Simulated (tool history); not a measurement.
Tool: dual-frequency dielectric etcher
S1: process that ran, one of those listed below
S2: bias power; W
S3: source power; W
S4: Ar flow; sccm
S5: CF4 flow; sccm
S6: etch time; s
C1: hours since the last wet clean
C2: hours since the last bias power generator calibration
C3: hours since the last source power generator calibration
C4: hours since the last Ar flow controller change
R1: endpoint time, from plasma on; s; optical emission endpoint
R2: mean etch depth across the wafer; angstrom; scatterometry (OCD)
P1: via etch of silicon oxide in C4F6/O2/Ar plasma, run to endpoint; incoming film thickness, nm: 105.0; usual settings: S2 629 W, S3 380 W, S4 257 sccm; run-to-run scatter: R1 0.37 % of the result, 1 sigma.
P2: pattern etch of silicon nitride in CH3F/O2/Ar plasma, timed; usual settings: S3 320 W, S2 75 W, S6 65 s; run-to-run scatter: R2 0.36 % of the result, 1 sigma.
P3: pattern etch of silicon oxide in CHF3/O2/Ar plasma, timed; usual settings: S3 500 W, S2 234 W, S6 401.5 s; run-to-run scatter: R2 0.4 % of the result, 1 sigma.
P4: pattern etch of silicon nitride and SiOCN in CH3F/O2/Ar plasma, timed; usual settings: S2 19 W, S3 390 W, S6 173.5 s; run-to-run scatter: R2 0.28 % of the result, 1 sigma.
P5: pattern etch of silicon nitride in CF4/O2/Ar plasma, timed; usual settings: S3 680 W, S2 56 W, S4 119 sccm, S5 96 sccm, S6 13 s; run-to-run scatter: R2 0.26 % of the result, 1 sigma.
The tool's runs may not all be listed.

Run 1, hour 14.1: S1 P1, S2 629 W, S3 380 W, S4 257 sccm; C1 82.3; C2 2456.1; C3 1694.5; C4 714.5. Result: R1 21.475 s.
Run 2, hour 27.3: S1 P5, S2 56 W, S3 680 W, S4 119 sccm, S5 96 sccm, S6 13 s; C1 95.5; C2 2469.3; C3 1707.7; C4 727.7. Result: R2 324.56 angstrom.
Run 3, hour 39.4: S1 P2, S2 91 W, S3 320 W, S6 65 s; C1 107.6; C2 2481.4; C3 1719.8; C4 739.8. Result: R2 444.22 angstrom.
Run 4, hour 49.4: S1 P5, S2 75 W, S3 680 W, S4 119 sccm, S5 96 sccm, S6 13 s; C1 117.6; C2 2491.4; C3 1729.8; C4 749.8. Result: R2 363.79 angstrom.
Run 5, hour 57.1: S1 P1, S2 629 W, S3 380 W, S4 257 sccm; C1 125.3; C2 2499.1; C3 1737.5; C4 757.5. Result: R1 21.371 s.
Run 6, hour 65: S1 P4, S2 19 W, S3 390 W, S6 257.5 s; C1 133.2; C2 2507; C3 1745.4; C4 765.4. Result: R2 320.9 angstrom.
Run 7, hour 78.4: S1 P2, S2 75 W, S3 320 W, S6 65 s; C1 146.6; C2 2520.4; C3 1758.8; C4 778.8. Result: R2 413.23 angstrom.
Run 8, hour 94.2: S1 P5, S2 56 W, S3 830 W, S4 119 sccm, S5 96 sccm, S6 13 s; C1 162.4; C2 2536.2; C3 1774.6; C4 794.6. Result: R2 386.17 angstrom.
Run 9, hour 103.8: S1 P4, S2 14 W, S3 390 W, S6 173.5 s; C1 172; C2 2545.8; C3 1784.2; C4 804.2. Result: R2 191.43 angstrom.
At hour 104.9: wet clean of the chamber.
Run 10, hour 117.8: S1 P1, S2 629 W, S3 540 W, S4 257 sccm; C1 13; C2 2559.8; C3 1798.2; C4 818.2. Result: R1 18.591 s.
Run 11, hour 132.3: S1 P4, S2 19 W, S3 470 W, S6 173.5 s; C1 27.5; C2 2574.3; C3 1812.7; C4 832.7. Result: R2 231.48 angstrom.
At hour 139: Ar flow controller replaced.
Run 12, hour 142.6: S1 P2, S2 75 W, S3 190 W, S6 65 s; C1 37.8; C2 2584.6; C3 1823; C4 3.7. Result: R2 341.96 angstrom.
Run 13, hour 157.9: S1 P3, S2 319 W, S3 500 W, S6 401.5 s; C1 53.1; C2 2599.9; C3 1838.3; C4 19. Result: R2 9100.3 angstrom.
Run 14, hour 172.8: S1 P1, S2 629 W, S3 380 W, S4 257 sccm; C1 68; C2 2614.8; C3 1853.2; C4 33.9. Result: R1 21.292 s.
Run 15, hour 185: S1 P1, S2 629 W, S3 380 W, S4 352 sccm; C1 80.2; C2 2627; C3 1865.4; C4 46.1. Result: R1 22.106 s.
Run 16, hour 201.5: S1 P1, S2 629 W, S3 380 W, S4 257 sccm; C1 96.7; C2 2643.5; C3 1881.9; C4 62.6. Result: R1 21.46 s.
Run 17, hour 215.7: S1 P1, S2 759 W, S3 380 W, S4 257 sccm; C1 110.9; C2 2657.7; C3 1896.1; C4 76.8. Result: R1 19.727 s.
Run 18, hour 229: S1 P1, S2 629 W, S3 380 W, S4 151 sccm; C1 124.2; C2 2671; C3 1909.4; C4 90.1. Result: R1 20.205 s.
Run 19, hour 240.6: S1 P3, S2 234 W, S3 500 W, S6 401.5 s; C1 135.8; C2 2682.6; C3 1921; C4 101.7. Result: R2 8061.5 angstrom.
Run 20, hour 248.4: S1 P1, S2 629 W, S3 300 W, S4 257 sccm; C1 143.6; C2 2690.4; C3 1928.8; C4 109.5. Result: R1 23.45 s.
Run 21, hour 263.4: S1 P1, S2 828 W, S3 380 W, S4 333 sccm; C1 158.6; C2 2705.4; C3 1943.8; C4 124.5. Result: R1 19.746 s.
Run 22, hour 279.4: S1 P1, S2 629 W, S3 380 W, S4 257 sccm; C1 174.6; C2 2721.4; C3 1959.8; C4 140.5. Result: R1 21.299 s.
Run 23, hour 290.5: S1 P1, S2 440 W, S3 380 W, S4 257 sccm; C1 185.7; C2 2732.5; C3 1970.9; C4 151.6. Result: R1 24.645 s.
Run 24, hour 299.2: S1 P5, S2 56 W, S3 680 W, S4 92 sccm, S5 96 sccm, S6 13 s; C1 194.4; C2 2741.2; C3 1979.6; C4 160.3. Result: R2 335.14 angstrom.
Run 25, hour 307.7: S1 P4, S2 19 W, S3 390 W, S6 173.5 s; C1 202.9; C2 2749.7; C3 1988.1; C4 168.8. Result: R2 216.91 angstrom.
At hour 316.6: source power generator calibrated.
Run 26, hour 319: S1 P2, S2 75 W, S3 320 W, S6 83 s; C1 214.2; C2 2761; C3 2.5; C4 180.1. Result: R2 531.08 angstrom.
Run 27, hour 332: S1 P5, S2 56 W, S3 680 W, S4 119 sccm, S5 124 sccm, S6 13 s; C1 227.2; C2 2774; C3 15.5; C4 193.1. Result: R2 336.11 angstrom.
Run 28, hour 342.9: S1 P3, S2 234 W, S3 500 W, S6 544.5 s; C1 238.1; C2 2784.9; C3 26.4; C4 204. Result: R2 10995 angstrom.
Run 29, hour 359.2: S1 P3, S2 234 W, S3 500 W, S6 401.5 s; C1 254.4; C2 2801.2; C3 42.7; C4 220.3. Result: R2 8108.2 angstrom.
Run 30, hour 369: S1 P1, S2 629 W, S3 380 W, S4 257 sccm; C1 264.2; C2 2811; C3 52.5; C4 230.1. Result: R1 21.426 s.
Run 31, hour 376.7: S1 P1, S2 629 W, S3 380 W, S4 257 sccm; C1 271.9; C2 2818.7; C3 60.2; C4 237.8. Result: R1 21.27 s.
Run 32, hour 385.7: S1 P2, S2 75 W, S3 320 W, S6 65 s; C1 280.9; C2 2827.7; C3 69.2; C4 246.8. Result: R2 414.81 angstrom.
Run 33, hour 402.1: S1 P3, S2 234 W, S3 620 W, S6 401.5 s; C1 297.3; C2 2844.1; C3 85.6; C4 263.2. Result: R2 8697.5 angstrom.
Run 34, hour 416.8: S1 P5, S2 56 W, S3 680 W, S4 119 sccm, S5 96 sccm, S6 13 s; C1 312; C2 2858.8; C3 100.3; C4 277.9. Result: R2 325.57 angstrom.
Run 35, hour 426.9: S1 P5, S2 56 W, S3 680 W, S4 119 sccm, S5 96 sccm, S6 16.5 s; C1 322.1; C2 2868.9; C3 110.4; C4 288. Result: R2 413.32 angstrom.
Run 36, hour 440.8: S1 P1, S2 629 W, S3 380 W, S4 257 sccm; C1 336; C2 2882.8; C3 124.3; C4 301.9. Result: R1 21.37 s.
Run 37, hour 456.7: S1 P1, S2 629 W, S3 380 W, S4 257 sccm; C1 351.9; C2 2898.7; C3 140.2; C4 317.8. Result: R1 21.454 s.
Run 38, hour 466.9: S1 P1, S2 629 W, S3 380 W, S4 257 sccm; C1 362.1; C2 2908.9; C3 150.4; C4 328. Result: R1 21.595 s.
Run 39, hour 474.5: S1 P1, S2 629 W, S3 380 W, S4 257 sccm; C1 369.7; C2 2916.5; C3 158; C4 335.6. Result: R1 21.69 s.
Run 40, hour 488.4: S1 P1, S2 629 W, S3 380 W, S4 257 sccm; C1 383.6; C2 2930.4; C3 171.9; C4 349.5. Result: R1 21.699 s.
Run 41, hour 502.2: S1 P1, S2 629 W, S3 380 W, S4 257 sccm; C1 397.4; C2 2944.2; C3 185.7; C4 363.3. Result: R1 21.755 s.
Run 42, hour 516.6: S1 P1, S2 629 W, S3 380 W, S4 257 sccm; C1 411.8; C2 2958.6; C3 200.1; C4 377.7. Result: R1 21.732 s.
At hour 523.6: wet clean of the chamber.
Run 43, hour 526.1: S1 P1, S2 629 W, S3 380 W, S4 257 sccm; C1 2.6; C2 2968.1; C3 209.6; C4 387.2. Result: R1 21.668 s.
Run 44, hour 537: S1 P1, S2 629 W, S3 380 W, S4 257 sccm; C1 13.5; C2 2979; C3 220.5; C4 398.1. Result: R1 21.715 s.
Run 45, hour 547.4: S1 P1, S2 629 W, S3 380 W, S4 257 sccm; C1 23.9; C2 2989.4; C3 230.9; C4 408.5. Result: R1 21.645 s.
Run 46, hour 561.8: S1 P1, S2 629 W, S3 380 W, S4 257 sccm; C1 38.3; C2 3003.8; C3 245.3; C4 422.9. Result: R1 21.822 s.

What P1 gives has crept away from where it was. These 2 causes fit the log equally well, each at the size given:
A: source power that arrives under what is set, % = 4.97
B: bias power that arrives under what is set, % = 4.71
The creep began at about hour 440.8.
Why every other cause is out:
chamber walls in a state that lowers the etch rate, %: serviced at hour 523.6, which brought nothing back
Ar flow that arrives over what is set, %: at most 8, which would move R1 by +0.9 %: too little, or the wrong way

4 check runs are offered, one wafer each, their results left as question marks. Which one tells the causes apart?
Run check 1, hour 576.2: S1 P3, S2 234 W, S3 500 W, S6 401.5 s. Result: R2 ?.
Run check 2, hour 576.2: S1 P4, S2 19 W, S3 390 W, S6 173.5 s. Result: R2 ?.
Run check 3, hour 576.2: S1 P2, S2 75 W, S3 320 W, S6 65 s. Result: R2 ?.
Run check 4, hour 576.2: S1 P5, S2 56 W, S3 680 W, S4 119 sccm, S5 96 sccm, S6 13 s. Result: R2 ?.

What each check would give under each cause:
  check  result    if A    if B
check 1      R2  7941.2  7956.9
check 2      R2   213.5  212.89
check 3      R2  407.23  408.16
check 4      R2  311.11  319.22
How far apart the two closest causes lie, in the result that separates them most: check 1 0.2 %; check 2 0.28 %; check 3 0.23 %; check 4 2.57 %
Only check 4 tells the causes apart: in the others they would give nearly the same result.

Then check 4 was run and gave: R2 311.36 angstrom. Which cause is it?

It is A: source power that arrives under what is set, %.

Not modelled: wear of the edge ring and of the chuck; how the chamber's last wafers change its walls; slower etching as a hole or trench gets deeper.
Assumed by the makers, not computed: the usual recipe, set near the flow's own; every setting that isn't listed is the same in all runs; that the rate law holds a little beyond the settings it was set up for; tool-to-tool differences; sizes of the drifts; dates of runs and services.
